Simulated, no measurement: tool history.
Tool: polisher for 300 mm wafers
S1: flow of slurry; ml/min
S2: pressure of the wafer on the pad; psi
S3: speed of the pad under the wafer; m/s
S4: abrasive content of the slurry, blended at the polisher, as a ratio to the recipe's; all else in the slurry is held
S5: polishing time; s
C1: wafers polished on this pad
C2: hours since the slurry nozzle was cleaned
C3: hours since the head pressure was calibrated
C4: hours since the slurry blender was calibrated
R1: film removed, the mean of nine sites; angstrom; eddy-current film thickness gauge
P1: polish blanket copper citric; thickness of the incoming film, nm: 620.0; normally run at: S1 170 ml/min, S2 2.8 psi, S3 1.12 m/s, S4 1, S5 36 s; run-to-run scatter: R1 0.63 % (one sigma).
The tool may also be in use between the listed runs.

run	hour	S1	S2	S3	S4	S5	C1	C2	C3	C4	R1
1	2.3	170	2.8	1.12	1	36	723	362.4	879.5	36.3	783.89
2	5.7	250	2.8	1.12	1	36	745	365.8	882.9	39.7	815.47
3	8.7	170	2.8	1.12	1	16	765	368.8	885.9	42.7	342.19
4	11.5	170	2.8	1.12	0.55	36	784	371.6	888.7	45.5	689.96
5	14.3	170	2.8	1.12	1	36	802	374.4	891.5	48.3	777.58
6	16.7	170	2.8	1.56	1	36	818	376.8	893.9	50.7	1071
7	20.3	170	1.4	1.12	1	36	842	380.4	897.5	54.3	397.11
8	23.9	100	2.8	1.12	1	26	866	384	901.1	57.9	500.66
9	27.2	115	2.8	1.12	1	36	888	387.3	904.4	61.2	728.04
10	31.8	170	2.8	1.12	1.45	36	919	391.9	909	65.8	841.89
11	35.6	170	2.8	0.5	1	36	944	395.7	912.8	69.6	356.04
12	38.5	170	2.8	1.12	1	36	964	398.6	915.7	72.5	768.95
13	43.3	170	2.8	1.12	1	47	995	403.4	920.5	77.3	1014.8
14	46.3	170	2.8	1.12	1	36	1015	406.4	923.5	80.3	778.77
15	48.9	170	3.8	1.12	1	36	1033	409	926.1	82.9	1049.9
16	53.1	100	2.8	1.12	0.65	36	1061	413.2	930.3	87.1	642.75
17	58.2	170	2.8	1.12	1	36	1095	418.3	935.4	92.2	776.92
18	60.4	170	2.8	1.12	1	36	1109	420.5	937.6	94.4	774.11
19	63.2	170	2.8	1.12	1	36	1128	423.3	940.4	97.2	757.25
20	67.7	170	2.8	1.12	1	36	1158	427.8	944.9	101.7	739.81
21	72.1	170	2.8	1.12	1	36	1187	432.2	949.3	106.1	723.79
# hour 73.5: head pressure recalibrated
22	74.4	170	2.8	1.12	1	36	1202	434.5	1	108.4	721.98
23	77.1	170	2.8	1.12	1	36	1220	437.2	3.7	111.1	722.33
# hour 77.9: slurry blender recalibrated
24	80.5	170	2.8	1.12	1	36	1243	440.6	7.1	2.6	717.38
25	84	170	2.8	1.12	1	36	1266	444.1	10.6	6.1	710.44

What P1 gives has crept away from where it was. These 2 causes fit the log equally well, each at the size given:
A: slurry flow missing at the pad, % = 35.5
B: removal rate lost through wear of the pad, % = 7.93
The creep began at about hour 60.4.
Why every other cause is out:
head's pressure below its setpoint, %: serviced at hour 73.5, which brought nothing back
abrasive missing from the slurry, %: serviced at hour 77.9, which brought nothing back

4 check runs are offered, each on 5 wafers whose results are averaged, their results left as question marks. Which one tells the causes apart?
check 1	87.5	245	2.8	1.12	1	36					?
check 2	87.5	170	1.8	1.12	0.55	36					?
check 3	87.5	170	2.8	1.12	1	22					?
check 4	87.5	170	2.8	0.66	1	36					?

What each check would give under each cause:
check	result	if A	if B
check 1	R1	768.9	750.88
check 2	R1	412.1	412.12
check 3	R1	437.63	437.66
check 4	R1	428.77	428.8
How far apart the two closest causes lie, in the result that separates them most: check 1 2.37 %; check 2 0.01 %; check 3 0.01 %; check 4 0.01 %
Check 1 tells the causes apart: in the others they would give nearly the same result.

Then check 1 was run and gave: R1 772.48 angstrom. Which cause is it?

It is A: slurry flow missing at the pad, %.
